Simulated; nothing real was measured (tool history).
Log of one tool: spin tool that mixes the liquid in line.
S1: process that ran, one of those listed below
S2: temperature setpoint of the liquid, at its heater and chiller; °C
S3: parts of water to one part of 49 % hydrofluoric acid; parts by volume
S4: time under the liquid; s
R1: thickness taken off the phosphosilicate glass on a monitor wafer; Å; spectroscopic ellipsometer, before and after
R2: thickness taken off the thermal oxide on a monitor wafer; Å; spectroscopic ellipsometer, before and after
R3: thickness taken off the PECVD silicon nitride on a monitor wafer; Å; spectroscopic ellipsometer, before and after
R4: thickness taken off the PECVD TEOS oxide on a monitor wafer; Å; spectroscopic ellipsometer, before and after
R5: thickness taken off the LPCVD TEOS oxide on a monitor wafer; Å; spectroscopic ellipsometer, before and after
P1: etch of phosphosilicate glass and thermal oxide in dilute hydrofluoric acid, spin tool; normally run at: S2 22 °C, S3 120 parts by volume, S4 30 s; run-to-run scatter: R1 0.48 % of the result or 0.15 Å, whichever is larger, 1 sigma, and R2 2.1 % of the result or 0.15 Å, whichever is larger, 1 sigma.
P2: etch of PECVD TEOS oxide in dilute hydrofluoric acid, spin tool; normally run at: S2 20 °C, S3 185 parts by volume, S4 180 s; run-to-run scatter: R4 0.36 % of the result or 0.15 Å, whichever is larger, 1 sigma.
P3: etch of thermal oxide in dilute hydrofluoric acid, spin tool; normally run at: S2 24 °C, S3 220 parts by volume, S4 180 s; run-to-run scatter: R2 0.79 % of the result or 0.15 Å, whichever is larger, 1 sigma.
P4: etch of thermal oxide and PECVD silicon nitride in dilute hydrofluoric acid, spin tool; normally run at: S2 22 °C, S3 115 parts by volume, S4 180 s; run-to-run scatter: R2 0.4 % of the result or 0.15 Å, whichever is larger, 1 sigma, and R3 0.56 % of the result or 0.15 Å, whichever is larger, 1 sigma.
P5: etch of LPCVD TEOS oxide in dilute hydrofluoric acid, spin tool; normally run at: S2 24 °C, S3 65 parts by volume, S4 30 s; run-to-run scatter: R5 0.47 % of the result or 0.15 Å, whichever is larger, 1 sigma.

{"run": 1, "day": 0.254, "S1": "P1", "S2": 22, "S3": 120, "S4": 30, "R1": 253.17, "R2": 10.685}
{"run": 2, "day": 0.421, "S1": "P4", "S2": 22, "S3": 115, "S4": 260, "R2": 99.286, "R3": 118.35}
{"run": 3, "day": 0.708, "S1": "P1", "S2": 22, "S3": 45, "S4": 30, "R1": 733.48, "R2": 31.016}
{"run": 4, "day": 0.971, "S1": "P2", "S2": 20, "S3": 185, "S4": 180, "R4": 128.26}
{"run": 5, "day": 1.225, "S1": "P4", "S2": 22, "S3": 180, "S4": 180, "R2": 40.444, "R3": 52.777}
{"run": 6, "day": 1.454, "S1": "P2", "S2": 20, "S3": 185, "S4": 180, "R4": 127.21}
{"run": 7, "day": 1.617, "S1": "P2", "S2": 20, "S3": 185, "S4": 65, "R4": 46.132}
{"run": 8, "day": 1.796, "S1": "P3", "S2": 24, "S3": 95, "S4": 180, "R2": 85.227}
{"run": 9, "day": 2.079, "S1": "P3", "S2": 18, "S3": 220, "S4": 180, "R2": 25.66}
{"run": 10, "day": 2.283, "S1": "P3", "S2": 24, "S3": 220, "S4": 180, "R2": 32.491}
{"run": 11, "day": 2.562, "S1": "P4", "S2": 22, "S3": 115, "S4": 180, "R2": 68.339, "R3": 82.217}
{"run": 12, "day": 2.729, "S1": "P1", "S2": 22, "S3": 190, "S4": 30, "R1": 148.04, "R2": 6.1939}
{"run": 13, "day": 2.883, "S1": "P1", "S2": 26, "S3": 120, "S4": 15, "R1": 148.54, "R2": 6.5246}
{"run": 14, "day": 3.029, "S1": "P4", "S2": 22, "S3": 115, "S4": 180, "R2": 69.262, "R3": 82.115}
{"run": 15, "day": 3.296, "S1": "P1", "S2": 22, "S3": 120, "S4": 30, "R1": 252.98, "R2": 11.056}
{"run": 16, "day": 3.583, "S1": "P2", "S2": 28, "S3": 185, "S4": 180, "R4": 171.57}
{"day": 3.854, "done": "thermometer replaced"}
{"run": 17, "day": 3.879, "S1": "P1", "S2": 17, "S3": 120, "S4": 30, "R1": 207.15, "R2": 8.3176}
{"run": 18, "day": 4.142, "S1": "P5", "S2": 24, "S3": 65, "S4": 30, "R5": 160.06}
{"run": 19, "day": 4.342, "S1": "P5", "S2": 24, "S3": 65, "S4": 30, "R5": 159.71}
{"run": 20, "day": 4.546, "S1": "P1", "S2": 22, "S3": 120, "S4": 15, "R1": 125.79, "R2": 5.0731}
{"run": 21, "day": 4.717, "S1": "P5", "S2": 24, "S3": 20, "S4": 30, "R5": 555.37}
{"run": 22, "day": 4.95, "S1": "P3", "S2": 24, "S3": 220, "S4": 40, "R2": 6.9342}
{"run": 23, "day": 5.146, "S1": "P4", "S2": 30, "S3": 115, "S4": 180, "R2": 93.62, "R3": 138.1}
{"run": 24, "day": 5.321, "S1": "P1", "S2": 26, "S3": 120, "S4": 30, "R1": 294.54, "R2": 12.161}
{"run": 25, "day": 5.592, "S1": "P1", "S2": 22, "S3": 120, "S4": 30, "R1": 253.57, "R2": 10.655}
{"run": 26, "day": 5.775, "S1": "P2", "S2": 20, "S3": 90, "S4": 180, "R4": 288.71}
{"run": 27, "day": 6.054, "S1": "P5", "S2": 17.5, "S3": 65, "S4": 30, "R5": 122.12}
{"run": 28, "day": 6.2, "S1": "P1", "S2": 22, "S3": 120, "S4": 30, "R1": 255.11, "R2": 10.629}
{"run": 29, "day": 6.417, "S1": "P1", "S2": 22, "S3": 120, "S4": 55, "R1": 463.1, "R2": 20.333}
{"run": 30, "day": 6.588, "S1": "P1", "S2": 22, "S3": 60, "S4": 15, "R1": 271.3, "R2": 11.429}
{"run": 31, "day": 6.867, "S1": "P5", "S2": 24, "S3": 65, "S4": 15, "R5": 80.418}
{"run": 32, "day": 7.1, "S1": "P1", "S2": 17, "S3": 120, "S4": 45, "R1": 309.11, "R2": 13.587}
{"run": 33, "day": 7.242, "S1": "P1", "S2": 22, "S3": 120, "S4": 30, "R1": 251.53, "R2": 10.701}

Forecast run 34:
{"run": 34, "day": 7.442, "S1": "P1", "S2": 22, "S3": 120, "S4": 30, "R1": "?", "R2": "?"}

R1: 258.9 Å
R2: 11.008 Å
